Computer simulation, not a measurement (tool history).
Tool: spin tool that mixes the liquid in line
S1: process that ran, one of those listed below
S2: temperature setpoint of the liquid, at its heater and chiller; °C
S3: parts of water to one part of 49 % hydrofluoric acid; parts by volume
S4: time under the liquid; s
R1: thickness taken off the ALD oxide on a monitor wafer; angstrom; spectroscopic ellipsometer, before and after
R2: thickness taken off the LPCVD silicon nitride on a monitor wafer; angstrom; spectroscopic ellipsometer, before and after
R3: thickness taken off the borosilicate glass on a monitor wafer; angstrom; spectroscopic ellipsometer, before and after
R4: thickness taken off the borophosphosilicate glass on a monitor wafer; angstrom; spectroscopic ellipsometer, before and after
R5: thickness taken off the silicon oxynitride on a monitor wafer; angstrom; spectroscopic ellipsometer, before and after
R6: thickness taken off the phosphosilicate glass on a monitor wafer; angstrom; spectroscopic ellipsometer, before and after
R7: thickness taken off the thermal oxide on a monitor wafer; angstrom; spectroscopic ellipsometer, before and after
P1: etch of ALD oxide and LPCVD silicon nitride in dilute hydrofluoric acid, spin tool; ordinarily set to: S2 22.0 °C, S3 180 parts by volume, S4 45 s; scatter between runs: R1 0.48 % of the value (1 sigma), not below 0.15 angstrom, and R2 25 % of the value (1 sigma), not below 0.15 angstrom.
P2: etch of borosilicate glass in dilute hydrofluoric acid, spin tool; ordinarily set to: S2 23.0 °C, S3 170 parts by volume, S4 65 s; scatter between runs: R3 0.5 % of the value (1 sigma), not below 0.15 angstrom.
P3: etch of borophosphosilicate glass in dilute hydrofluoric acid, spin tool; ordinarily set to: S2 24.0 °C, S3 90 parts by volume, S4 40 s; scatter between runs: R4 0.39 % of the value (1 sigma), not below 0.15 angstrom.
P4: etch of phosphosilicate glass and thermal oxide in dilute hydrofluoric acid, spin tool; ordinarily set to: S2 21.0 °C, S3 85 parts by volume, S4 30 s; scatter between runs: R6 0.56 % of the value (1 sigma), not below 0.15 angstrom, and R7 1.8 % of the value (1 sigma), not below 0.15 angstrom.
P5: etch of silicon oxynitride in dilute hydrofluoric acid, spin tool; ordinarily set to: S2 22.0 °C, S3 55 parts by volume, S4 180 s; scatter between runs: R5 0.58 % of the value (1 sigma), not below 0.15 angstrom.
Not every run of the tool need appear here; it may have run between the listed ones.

run 1 hour=8.4 | S1=P1 S2=22.0 S3=180 S4=45 | R1=41.149 R2=1.07720
run 2 hour=21.3 | S1=P2 S2=17.0 S3=170 S4=65 | R3=83.842
run 3 hour=31.9 | S1=P1 S2=18.0 S3=180 S4=45 | R1=35.851 R2=0.86701
run 4 hour=40.7 | S1=P1 S2=22.0 S3=295 S4=45 | R1=22.855 R2=0.43204
run 5 hour=50.9 | S1=P2 S2=23.0 S3=290 S4=65 | R3=54.225
run 6 hour=59.1 | S1=P3 S2=24.0 S3=160 S4=40 | R4=105.060
run 7 hour=69.8 | S1=P5 S2=22.0 S3=55 S4=75 | R5=26.353
run 8 hour=81.5 | S1=P3 S2=24.0 S3=90 S4=40 | R4=203.060
run 9 hour=90.0 | S1=P1 S2=22.0 S3=180 S4=80 | R1=74.048 R2=1.51800
run 10 hour=96.8 | S1=P1 S2=22.0 S3=75 S4=45 | R1=111.450 R2=2.60640
run 11 hour=110.0 | S1=P1 S2=22.0 S3=180 S4=45 | R1=41.620 R2=0.34317
run 12 hour=118.0 | S1=P4 S2=21.0 S3=85 S4=50 | R6=685.81 R7=25.4210
run 13 hour=130.1 | S1=P2 S2=23.0 S3=170 S4=100 | R3=162.590
run 14 hour=142.6 | S1=P1 S2=28.0 S3=180 S4=45 | R1=51.914 R2=1.00000
run 15 hour=156.3 | S1=P2 S2=23.0 S3=170 S4=65 | R3=104.470
run 16 hour=164.9 | S1=P5 S2=22.0 S3=20 S4=180 | R5=175.870
run 17 hour=178.8 | S1=P1 S2=17.0 S3=180 S4=70 | R1=53.177 R2=0.53644
run 18 hour=185.6 | S1=P1 S2=22.0 S3=180 S4=45 | R1=41.788 R2=1.20570
run 19 hour=196.3 | S1=P3 S2=24.0 S3=90 S4=40 | R4=203.110
run 20 hour=208.9 | S1=P1 S2=22.0 S3=180 S4=45 | R1=42.012 R2=1.32000
run 21 hour=221.7 | S1=P3 S2=24.0 S3=90 S4=15 | R4=75.922
run 22 hour=232.0 | S1=P5 S2=22.0 S3=55 S4=180 | R5=62.477
run 23 hour=240.8 | S1=P5 S2=29.0 S3=55 S4=180 | R5=87.090
run 24 hour=252.3 | S1=P1 S2=22.0 S3=180 S4=45 | R1=41.171 R2=0.43195
run 25 hour=262.7 | S1=P4 S2=21.0 S3=150 S4=30 | R6=217.56 R7=7.7884
run 26 hour=276.6 | S1=P1 S2=22.0 S3=180 S4=15 | R1=13.971 R2=0.37894
run 27 hour=290.3 | S1=P1 S2=22.0 S3=180 S4=45 | R1=41.421 R2=1.34520
run 28 hour=303.9 | S1=P4 S2=21.0 S3=85 S4=30 | R6=412.72 R7=15.4940
run 29 hour=313.1 | S1=P3 S2=18.5 S3=90 S4=40 | R4=163.490
run 30 hour=319.3 | S1=P4 S2=17.0 S3=85 S4=30 | R6=344.41 R7=12.7050
run 31 hour=333.1 | S1=P1 S2=22.0 S3=180 S4=45 | R1=41.667 R2=0.88605
run 32 hour=343.3 | S1=P1 S2=22.0 S3=180 S4=45 | R1=42.957 R2=1.03430
run 33 hour=356.4 | S1=P1 S2=22.0 S3=180 S4=45 | R1=43.986 R2=1.24110
run 34 hour=366.1 | S1=P1 S2=22.0 S3=180 S4=45 | R1=44.182 R2=1.06070
run 35 hour=375.5 | S1=P1 S2=22.0 S3=180 S4=45 | R1=44.914 R2=1.28830
run 36 hour=384.2 | S1=P1 S2=22.0 S3=180 S4=45 | R1=44.977 R2=1.29670
run 37 hour=397.6 | S1=P1 S2=22.0 S3=180 S4=45 | R1=45.269 R2=1.20720
run 38 hour=405.5 | S1=P1 S2=22.0 S3=180 S4=45 | R1=45.746 R2=1.30740
run 39 hour=417.4 | S1=P1 S2=22.0 S3=180 S4=45 | R1=45.513 R2=1.29400
run 40 hour=429.4 | S1=P1 S2=22.0 S3=180 S4=45 | R1=45.756 R2=1.06690
run 41 hour=438.2 | S1=P1 S2=22.0 S3=180 S4=45 | R1=45.703 R2=1.59470
run 42 hour=447.9 | S1=P1 S2=22.0 S3=180 S4=45 | R1=45.850 R2=1.11470

Compared with where it was, what P1 gives has crept away. Each cause listed below fits the log as well as the rest, at the size given for it:
A: hydrofluoric acid flow above the setpoint (%) = 8.07
B: liquid hotter than its thermometer reads (K) = 2.44
The creep began at about hour 333.1.

Consider the 4 check runs below, whose results appear as question marks and each of which averages 3 wafers. Which one distinguishes the causes, in that each cause would give it a clearly different result?
run check 1 hour=457.6 | S1=P2 S2=19.0 S3=275 S4=65 | R3=?
run check 2 hour=457.6 | S1=P3 S2=24.0 S3=150 S4=40 | R4=?
run check 3 hour=457.6 | S1=P5 S2=28.0 S3=55 S4=85 | R5=?
run check 4 hour=457.6 | S1=P4 S2=21.0 S3=130 S4=30 | R6=? R7=?

Check results expected under each cause:
check=check_1 result=R3 if_A=55.696 if_B=55.359
check=check_2 result=R4 if_A=124.270 if_B=124.470
check=check_3 result=R5 if_A=42.763 if_B=44.165
check=check_4 result=R6 if_A=279.02 if_B=281.24
check=check_4 result=R7 if_A=10.1880 if_B=10.2690
Per check, the gap between the least separated pair of causes, taken in the result that splits them most: check 1 0.61 %; check 2 0.16 %; check 3 3.23 %; check 4 0.79 %
The causes can be told apart only by check 3. The other checks would give nearly the same results under each of them.

Check 3 was then run and gave: R5 42.528 angstrom. Which cause is it?

The correct cause is A, namely: hydrofluoric acid flow above the setpoint (%).
